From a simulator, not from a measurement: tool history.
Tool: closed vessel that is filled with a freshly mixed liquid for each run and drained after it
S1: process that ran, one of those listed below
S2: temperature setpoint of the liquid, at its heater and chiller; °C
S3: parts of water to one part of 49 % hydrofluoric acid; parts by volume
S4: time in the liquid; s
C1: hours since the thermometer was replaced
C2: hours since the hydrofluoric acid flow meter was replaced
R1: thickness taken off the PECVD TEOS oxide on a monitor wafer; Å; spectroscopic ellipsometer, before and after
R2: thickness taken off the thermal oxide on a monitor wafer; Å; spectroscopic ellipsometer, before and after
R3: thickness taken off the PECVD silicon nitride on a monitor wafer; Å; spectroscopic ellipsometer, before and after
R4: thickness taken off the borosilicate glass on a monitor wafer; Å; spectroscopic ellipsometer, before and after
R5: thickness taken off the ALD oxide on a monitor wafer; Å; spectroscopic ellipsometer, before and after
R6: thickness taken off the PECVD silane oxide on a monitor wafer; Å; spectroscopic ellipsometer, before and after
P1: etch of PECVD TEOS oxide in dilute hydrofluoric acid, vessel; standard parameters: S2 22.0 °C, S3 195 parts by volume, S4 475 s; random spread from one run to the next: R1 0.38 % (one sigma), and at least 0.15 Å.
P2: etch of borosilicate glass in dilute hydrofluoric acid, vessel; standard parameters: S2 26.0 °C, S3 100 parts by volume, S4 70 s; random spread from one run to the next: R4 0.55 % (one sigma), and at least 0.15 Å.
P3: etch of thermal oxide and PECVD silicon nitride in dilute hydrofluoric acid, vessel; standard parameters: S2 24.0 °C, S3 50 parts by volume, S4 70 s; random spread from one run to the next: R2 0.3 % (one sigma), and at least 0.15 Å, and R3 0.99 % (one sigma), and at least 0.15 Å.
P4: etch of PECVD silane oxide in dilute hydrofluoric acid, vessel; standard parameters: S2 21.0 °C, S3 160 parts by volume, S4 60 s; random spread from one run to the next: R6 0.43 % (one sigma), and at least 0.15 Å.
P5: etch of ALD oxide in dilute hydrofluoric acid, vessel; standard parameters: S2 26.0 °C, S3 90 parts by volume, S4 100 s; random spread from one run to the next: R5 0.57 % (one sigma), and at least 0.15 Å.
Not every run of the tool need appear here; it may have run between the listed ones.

Run 1, hour 8.2: S1 P1, S2 22.0 °C, S3 195 parts by volume, S4 475 s; C1 632.5; C2 1164.0. Result: R1 401.16 Å.
Run 2, hour 19.9: S1 P1, S2 27.5 °C, S3 195 parts by volume, S4 475 s; C1 644.2; C2 1175.7. Result: R1 486.87 Å.
Run 3, hour 27.5: S1 P1, S2 22.0 °C, S3 195 parts by volume, S4 475 s; C1 651.8; C2 1183.3. Result: R1 399.57 Å.
Run 4, hour 42.2: S1 P1, S2 22.0 °C, S3 95 parts by volume, S4 700 s; C1 666.5; C2 1198.0. Result: R1 1344.70 Å.
Run 5, hour 49.2: S1 P3, S2 24.0 °C, S3 50 parts by volume, S4 35 s; C1 673.5; C2 1205.0. Result: R2 35.293 Å, R3 13.612 Å.
Run 6, hour 56.7: S1 P2, S2 33.0 °C, S3 100 parts by volume, S4 70 s; C1 681.0; C2 1212.5. Result: R4 274.12 Å.
Run 7, hour 64.6: S1 P5, S2 26.0 °C, S3 90 parts by volume, S4 100 s; C1 688.9; C2 1220.4. Result: R5 163.13 Å.
Run 8, hour 74.3: S1 P5, S2 26.0 °C, S3 90 parts by volume, S4 165 s; C1 698.6; C2 1230.1. Result: R5 267.52 Å.
Run 9, hour 82.4: S1 P5, S2 26.0 °C, S3 35 parts by volume, S4 100 s; C1 706.7; C2 1238.2. Result: R5 448.05 Å.
Run 10, hour 92.6: S1 P3, S2 24.0 °C, S3 50 parts by volume, S4 70 s; C1 716.9; C2 1248.4. Result: R2 70.814 Å, R3 27.502 Å.
Run 11, hour 105.5: S1 P1, S2 22.0 °C, S3 195 parts by volume, S4 475 s; C1 729.8; C2 1261.3. Result: R1 398.39 Å.
Run 12, hour 120.5: S1 P5, S2 26.0 °C, S3 90 parts by volume, S4 100 s; C1 744.8; C2 1276.3. Result: R5 163.25 Å.
Run 13, hour 133.5: S1 P2, S2 26.0 °C, S3 100 parts by volume, S4 70 s; C1 757.8; C2 1289.3. Result: R4 209.94 Å.
Run 14, hour 144.1: S1 P1, S2 22.0 °C, S3 195 parts by volume, S4 195 s; C1 768.4; C2 1299.9. Result: R1 163.73 Å.
Run 15, hour 152.5: S1 P1, S2 22.0 °C, S3 195 parts by volume, S4 475 s; C1 776.8; C2 1308.3. Result: R1 398.91 Å.
Run 16, hour 165.2: S1 P2, S2 26.0 °C, S3 40 parts by volume, S4 70 s; C1 789.5; C2 1321.0. Result: R4 561.73 Å.
Run 17, hour 172.8: S1 P4, S2 17.0 °C, S3 160 parts by volume, S4 60 s; C1 797.1; C2 1328.6. Result: R6 131.12 Å.
Run 18, hour 183.5: S1 P4, S2 21.0 °C, S3 160 parts by volume, S4 110 s; C1 807.8; C2 1339.3. Result: R6 281.83 Å.
Run 19, hour 192.7: S1 P4, S2 21.0 °C, S3 160 parts by volume, S4 60 s; C1 817.0; C2 1348.5. Result: R6 154.51 Å.
Run 20, hour 201.2: S1 P2, S2 26.0 °C, S3 100 parts by volume, S4 135 s; C1 825.5; C2 1357.0. Result: R4 403.55 Å.
Run 21, hour 208.5: S1 P4, S2 21.0 °C, S3 50 parts by volume, S4 60 s; C1 832.8; C2 1364.3. Result: R6 560.66 Å.
Run 22, hour 215.9: S1 P1, S2 17.0 °C, S3 195 parts by volume, S4 475 s; C1 840.2; C2 1371.7. Result: R1 329.17 Å.
Run 23, hour 229.2: S1 P1, S2 22.0 °C, S3 195 parts by volume, S4 475 s; C1 853.5; C2 1385.0. Result: R1 400.48 Å.
Run 24, hour 238.4: S1 P1, S2 22.0 °C, S3 195 parts by volume, S4 695 s; C1 862.7; C2 1394.2. Result: R1 583.05 Å.
Run 25, hour 245.6: S1 P1, S2 22.0 °C, S3 195 parts by volume, S4 475 s; C1 869.9; C2 1401.4. Result: R1 398.97 Å.
Run 26, hour 258.5: S1 P3, S2 24.0 °C, S3 20 parts by volume, S4 70 s; C1 882.8; C2 1414.3. Result: R2 183.130 Å, R3 67.030 Å.
Run 27, hour 271.4: S1 P1, S2 22.0 °C, S3 195 parts by volume, S4 475 s; C1 895.7; C2 1427.2. Result: R1 398.38 Å.
At hour 276.2: hydrofluoric acid flow meter replaced.
Run 28, hour 283.3: S1 P1, S2 22.0 °C, S3 115 parts by volume, S4 475 s; C1 907.6; C2 7.2. Result: R1 730.18 Å.
Run 29, hour 297.5: S1 P3, S2 17.5 °C, S3 50 parts by volume, S4 70 s; C1 921.8; C2 21.4. Result: R2 53.694 Å, R3 17.745 Å.

Expected results for the next run?
Run 30, hour 309.6: S1 P1, S2 22.0 °C, S3 50 parts by volume, S4 170 s; C1 933.9; C2 33.5. Result: R1 ?.

Logged for run 30: R1 655.12 Å.
